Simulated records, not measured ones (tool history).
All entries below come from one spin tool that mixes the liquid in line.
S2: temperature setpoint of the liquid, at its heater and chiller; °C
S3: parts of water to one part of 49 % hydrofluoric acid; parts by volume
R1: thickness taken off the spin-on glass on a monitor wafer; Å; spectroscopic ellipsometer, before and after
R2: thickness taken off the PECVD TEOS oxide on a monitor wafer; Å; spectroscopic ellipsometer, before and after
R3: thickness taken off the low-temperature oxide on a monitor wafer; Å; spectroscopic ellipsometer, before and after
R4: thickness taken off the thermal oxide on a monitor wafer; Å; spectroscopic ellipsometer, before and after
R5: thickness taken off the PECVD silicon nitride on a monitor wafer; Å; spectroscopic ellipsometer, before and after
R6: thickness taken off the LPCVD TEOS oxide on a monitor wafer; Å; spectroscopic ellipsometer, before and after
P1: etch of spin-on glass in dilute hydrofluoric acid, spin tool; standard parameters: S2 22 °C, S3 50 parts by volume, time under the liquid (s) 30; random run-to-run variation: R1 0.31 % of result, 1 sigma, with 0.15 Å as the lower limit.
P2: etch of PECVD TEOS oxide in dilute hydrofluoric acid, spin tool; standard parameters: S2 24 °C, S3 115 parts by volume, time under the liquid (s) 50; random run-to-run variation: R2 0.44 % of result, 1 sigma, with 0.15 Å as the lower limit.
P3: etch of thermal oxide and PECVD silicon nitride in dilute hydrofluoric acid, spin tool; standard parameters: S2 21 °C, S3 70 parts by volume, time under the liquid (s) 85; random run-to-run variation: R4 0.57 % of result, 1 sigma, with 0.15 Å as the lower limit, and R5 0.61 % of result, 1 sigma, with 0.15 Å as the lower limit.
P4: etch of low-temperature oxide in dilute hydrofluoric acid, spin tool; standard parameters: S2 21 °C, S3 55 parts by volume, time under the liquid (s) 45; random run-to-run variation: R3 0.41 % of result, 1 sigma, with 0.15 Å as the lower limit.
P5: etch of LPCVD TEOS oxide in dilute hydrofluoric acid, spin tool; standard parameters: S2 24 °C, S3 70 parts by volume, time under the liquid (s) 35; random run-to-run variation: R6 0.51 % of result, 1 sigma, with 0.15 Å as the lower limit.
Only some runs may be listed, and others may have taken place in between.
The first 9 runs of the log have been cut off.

{"run": 10, "hour": 61.1, "process that ran": "P1", "S2": 17, "S3": 35, "time under the liquid (s)": 30, "R1": 318.43}
{"run": 11, "hour": 68.9, "process that ran": "P1", "S2": 22, "S3": 50, "time under the liquid (s)": 30, "R1": 272.08}
{"run": 12, "hour": 74.9, "process that ran": "P5", "S2": 24, "S3": 70, "time under the liquid (s)": 35, "R6": 286.03}
{"run": 13, "hour": 79.2, "process that ran": "P5", "S2": 24, "S3": 70, "time under the liquid (s)": 15, "R6": 122.8}
{"run": 14, "hour": 84.6, "process that ran": "P1", "S2": 22, "S3": 50, "time under the liquid (s)": 15, "R1": 136.28}
{"run": 15, "hour": 93.7, "process that ran": "P2", "S2": 24, "S3": 115, "time under the liquid (s)": 15, "R2": 35.254}
{"run": 16, "hour": 100.0, "process that ran": "P5", "S2": 24, "S3": 105, "time under the liquid (s)": 35, "R6": 182.44}
{"run": 17, "hour": 106.6, "process that ran": "P3", "S2": 28.5, "S3": 70, "time under the liquid (s)": 85, "R4": 68.294, "R5": 96.587}
{"run": 18, "hour": 116.2, "process that ran": "P1", "S2": 22, "S3": 75, "time under the liquid (s)": 55, "R1": 322.85}
{"run": 19, "hour": 122.7, "process that ran": "P1", "S2": 27.5, "S3": 50, "time under the liquid (s)": 30, "R1": 340}
{"run": 20, "hour": 131.8, "process that ran": "P1", "S2": 22, "S3": 25, "time under the liquid (s)": 30, "R1": 561.1}

What will run 21 give?
{"run": 21, "hour": 138.9, "process that ran": "P1", "S2": 22, "S3": 75, "time under the liquid (s)": 30, "R1": "?"}

{"run 21": {"R1": 176.77}}
